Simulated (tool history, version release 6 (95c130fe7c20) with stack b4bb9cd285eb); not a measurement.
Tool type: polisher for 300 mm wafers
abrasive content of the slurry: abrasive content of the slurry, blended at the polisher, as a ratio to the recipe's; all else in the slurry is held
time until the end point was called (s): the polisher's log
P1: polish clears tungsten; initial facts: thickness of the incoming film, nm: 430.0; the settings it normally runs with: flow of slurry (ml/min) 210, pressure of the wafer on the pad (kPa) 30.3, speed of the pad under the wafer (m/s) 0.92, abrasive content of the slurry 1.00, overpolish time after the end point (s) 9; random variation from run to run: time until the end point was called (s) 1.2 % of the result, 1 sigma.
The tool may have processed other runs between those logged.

| run | hour | flow of slurry (ml/min) | pressure of the wafer on the pad (kPa) | speed of the pad under the wafer (m/s) | abrasive content of the slurry | overpolish time after the end point (s) | time until the end point was called (s) |
|---|---|---|---|---|---|---|---|
| 1 | 8.7 | 210 | 30.3 | 0.92 | 1.00 | 9 | 81.626 |
| 2 | 17.8 | 210 | 30.3 | 0.92 | 0.55 | 9 | 92.707 |
| 3 | 27.4 | 210 | 42.7 | 0.92 | 1.00 | 9 | 57.935 |
| 4 | 35.8 | 210 | 30.3 | 0.92 | 1.00 | 5 | 81.602 |
| 5 | 43.2 | 305 | 30.3 | 0.92 | 1.00 | 9 | 77.201 |
| 6 | 55.5 | 210 | 22.8 | 1.14 | 1.00 | 9 | 89.098 |
|  | 66.1 | slurry blender recalibrated |
| 7 | 66.4 | 210 | 13.8 | 0.92 | 1.00 | 9 | 181.880 |
| 8 | 72.9 | 210 | 30.3 | 0.92 | 1.00 | 9 | 80.559 |
| 9 | 81.3 | 125 | 30.3 | 0.92 | 1.00 | 9 | 87.508 |
| 10 | 92.0 | 210 | 30.3 | 0.92 | 1.00 | 9 | 79.311 |
|  | 93.0 | worn pad replaced by a new one |
| 11 | 102.1 | 210 | 30.3 | 0.92 | 1.50 | 9 | 73.465 |
| 12 | 110.8 | 210 | 30.3 | 0.92 | 1.00 | 9 | 81.766 |
| 13 | 122.9 | 210 | 30.3 | 0.92 | 1.00 | 9 | 81.312 |
| 14 | 131.6 | 210 | 30.3 | 0.56 | 1.00 | 4 | 130.900 |

Run 15 comes next. What will it give?
| 15 | 140.1 | 210 | 30.3 | 0.92 | 1.00 | 17 | ? |

time until the end point was called (s): 80.503
